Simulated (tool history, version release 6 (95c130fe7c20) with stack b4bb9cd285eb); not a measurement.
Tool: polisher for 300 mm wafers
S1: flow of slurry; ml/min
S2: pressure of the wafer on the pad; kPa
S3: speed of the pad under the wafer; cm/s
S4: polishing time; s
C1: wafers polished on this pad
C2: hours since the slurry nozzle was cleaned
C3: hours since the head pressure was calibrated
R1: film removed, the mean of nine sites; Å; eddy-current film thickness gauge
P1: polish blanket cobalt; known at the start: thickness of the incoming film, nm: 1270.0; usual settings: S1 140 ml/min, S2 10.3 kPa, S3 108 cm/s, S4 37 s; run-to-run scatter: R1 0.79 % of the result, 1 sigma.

run,hour,S1,S2,S3,S4,C1,C2,C3,R1
1,13,140,10.3,108,37,424,598.9,251.5,1435.3
# hour 19.8: head pressure recalibrated
2,20.9,140,10.3,108,37,477,606.8,1.1,1439.1
3,29.1,85,10.3,108,37,532,615,9.3,1281.6
4,35.9,140,10.3,108,37,578,621.8,16.1,1437.5
5,47.2,140,15.9,108,37,654,633.1,27.4,2170.7
6,55.9,205,10.3,108,37,712,641.8,36.1,1537.2
7,64.1,195,7.6,108,37,767,650,44.3,1126.7
8,77.6,140,10.3,150,37,858,663.5,57.8,2026.9
9,87.3,140,10.3,64,37,923,673.2,67.5,859.53
10,97.7,140,10.3,108,59,993,683.6,77.9,2306.4
11,106.5,140,10.3,108,37,1052,692.4,86.7,1439.2

The next listed run, before its measurement:
12,119.4,200,10.3,108,58,1139,705.3,99.6,?

R1: 2402.5 Å
